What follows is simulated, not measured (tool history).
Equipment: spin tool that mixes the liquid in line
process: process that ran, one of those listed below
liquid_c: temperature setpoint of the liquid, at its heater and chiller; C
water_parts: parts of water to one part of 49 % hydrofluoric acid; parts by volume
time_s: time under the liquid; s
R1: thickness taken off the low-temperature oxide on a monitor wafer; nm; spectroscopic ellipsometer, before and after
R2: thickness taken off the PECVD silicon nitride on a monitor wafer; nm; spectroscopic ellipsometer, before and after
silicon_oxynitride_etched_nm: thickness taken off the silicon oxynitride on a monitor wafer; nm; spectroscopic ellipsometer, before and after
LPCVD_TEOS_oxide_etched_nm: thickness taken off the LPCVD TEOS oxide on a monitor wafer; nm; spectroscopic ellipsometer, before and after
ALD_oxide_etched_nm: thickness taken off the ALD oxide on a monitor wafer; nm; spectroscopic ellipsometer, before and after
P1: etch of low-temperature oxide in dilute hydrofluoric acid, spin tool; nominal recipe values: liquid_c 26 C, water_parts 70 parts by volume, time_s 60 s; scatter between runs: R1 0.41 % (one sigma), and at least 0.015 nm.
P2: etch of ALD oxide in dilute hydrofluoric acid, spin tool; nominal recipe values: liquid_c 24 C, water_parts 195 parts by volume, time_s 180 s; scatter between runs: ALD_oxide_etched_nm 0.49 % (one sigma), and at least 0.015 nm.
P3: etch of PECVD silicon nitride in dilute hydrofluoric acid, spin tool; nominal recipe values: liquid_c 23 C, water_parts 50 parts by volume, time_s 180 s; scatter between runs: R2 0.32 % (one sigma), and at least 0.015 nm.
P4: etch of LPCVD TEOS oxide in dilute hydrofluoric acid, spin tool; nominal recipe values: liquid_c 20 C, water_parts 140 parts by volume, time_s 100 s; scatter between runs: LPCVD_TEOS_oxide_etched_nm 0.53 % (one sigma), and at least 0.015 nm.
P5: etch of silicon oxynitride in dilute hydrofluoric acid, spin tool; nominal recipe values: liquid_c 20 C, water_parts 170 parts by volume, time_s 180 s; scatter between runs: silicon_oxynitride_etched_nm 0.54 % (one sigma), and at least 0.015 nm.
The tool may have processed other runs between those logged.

{"run": 1, "hour": 8.2, "process": "P1", "liquid_c": 26, "water_parts": 70, "time_s": 60, "R1": 33.165}
{"run": 2, "hour": 16.1, "process": "P3", "liquid_c": 23, "water_parts": 50, "time_s": 180, "R2": 6.5032}
{"run": 3, "hour": 22.5, "process": "P5", "liquid_c": 17, "water_parts": 170, "time_s": 180, "silicon_oxynitride_etched_nm": 3.4772}
{"run": 4, "hour": 28.6, "process": "P3", "liquid_c": 23, "water_parts": 50, "time_s": 180, "R2": 6.5002}
{"run": 5, "hour": 33.1, "process": "P1", "liquid_c": 26, "water_parts": 70, "time_s": 60, "R1": 33.152}
{"run": 6, "hour": 38.0, "process": "P1", "liquid_c": 26, "water_parts": 20, "time_s": 60, "R1": 124.58}
{"run": 7, "hour": 46.5, "process": "P1", "liquid_c": 26, "water_parts": 70, "time_s": 60, "R1": 32.983}
{"run": 8, "hour": 54.8, "process": "P1", "liquid_c": 26, "water_parts": 105, "time_s": 60, "R1": 21.027}
{"run": 9, "hour": 58.9, "process": "P4", "liquid_c": 20, "water_parts": 140, "time_s": 100, "LPCVD_TEOS_oxide_etched_nm": 19.106}
{"run": 10, "hour": 65.8, "process": "P1", "liquid_c": 26, "water_parts": 70, "time_s": 30, "R1": 16.496}
{"run": 11, "hour": 74.9, "process": "P2", "liquid_c": 18.5, "water_parts": 195, "time_s": 180, "ALD_oxide_etched_nm": 12.993}
{"run": 12, "hour": 80.3, "process": "P4", "liquid_c": 20, "water_parts": 140, "time_s": 15, "LPCVD_TEOS_oxide_etched_nm": 2.8573}
{"run": 13, "hour": 85.6, "process": "P4", "liquid_c": 17, "water_parts": 140, "time_s": 100, "LPCVD_TEOS_oxide_etched_nm": 16.696}
{"run": 14, "hour": 89.6, "process": "P2", "liquid_c": 24, "water_parts": 195, "time_s": 180, "ALD_oxide_etched_nm": 16.216}
{"run": 15, "hour": 95.0, "process": "P5", "liquid_c": 20, "water_parts": 45, "time_s": 180, "silicon_oxynitride_etched_nm": 16.704}
{"run": 16, "hour": 99.4, "process": "P5", "liquid_c": 20, "water_parts": 170, "time_s": 85, "silicon_oxynitride_etched_nm": 1.9102}
{"run": 17, "hour": 105.1, "process": "P4", "liquid_c": 20, "water_parts": 40, "time_s": 100, "LPCVD_TEOS_oxide_etched_nm": 74.97}
{"run": 18, "hour": 110.8, "process": "P1", "liquid_c": 26, "water_parts": 110, "time_s": 110, "R1": 36.588}
{"run": 19, "hour": 119.9, "process": "P3", "liquid_c": 17, "water_parts": 50, "time_s": 180, "R2": 4.2927}
{"run": 20, "hour": 128.6, "process": "P1", "liquid_c": 26, "water_parts": 70, "time_s": 120, "R1": 66.202}
{"run": 21, "hour": 132.9, "process": "P3", "liquid_c": 23, "water_parts": 80, "time_s": 180, "R2": 4.0735}
{"run": 22, "hour": 138.0, "process": "P3", "liquid_c": 23, "water_parts": 50, "time_s": 360, "R2": 12.927}
{"run": 23, "hour": 144.8, "process": "P5", "liquid_c": 20, "water_parts": 170, "time_s": 180, "silicon_oxynitride_etched_nm": 4.0395}
{"run": 24, "hour": 153.3, "process": "P1", "liquid_c": 22, "water_parts": 70, "time_s": 60, "R1": 28.373}
{"run": 25, "hour": 160.5, "process": "P1", "liquid_c": 26, "water_parts": 95, "time_s": 85, "R1": 33.471}
{"run": 26, "hour": 166.1, "process": "P2", "liquid_c": 24, "water_parts": 120, "time_s": 180, "ALD_oxide_etched_nm": 28.601}
{"run": 27, "hour": 174.6, "process": "P1", "liquid_c": 26, "water_parts": 70, "time_s": 60, "R1": 33.095}
{"run": 28, "hour": 178.9, "process": "P1", "liquid_c": 30, "water_parts": 70, "time_s": 60, "R1": 38.738}
{"run": 29, "hour": 186.2, "process": "P2", "liquid_c": 24, "water_parts": 195, "time_s": 70, "ALD_oxide_etched_nm": 6.2575}
{"run": 30, "hour": 192.2, "process": "P2", "liquid_c": 24, "water_parts": 195, "time_s": 180, "ALD_oxide_etched_nm": 16.02}
{"run": 31, "hour": 197.9, "process": "P1", "liquid_c": 26, "water_parts": 70, "time_s": 60, "R1": 33.052}
{"run": 32, "hour": 204.3, "process": "P1", "liquid_c": 26, "water_parts": 70, "time_s": 60, "R1": 33.535}
{"run": 33, "hour": 213.1, "process": "P1", "liquid_c": 26, "water_parts": 70, "time_s": 60, "R1": 34.347}

What does the tool deliver on the next run?
{"run": 34, "hour": 220.6, "process": "P1", "liquid_c": 26, "water_parts": 70, "time_s": 60, "R1": "?"}

{"run 34": {"R1": 34.572}}
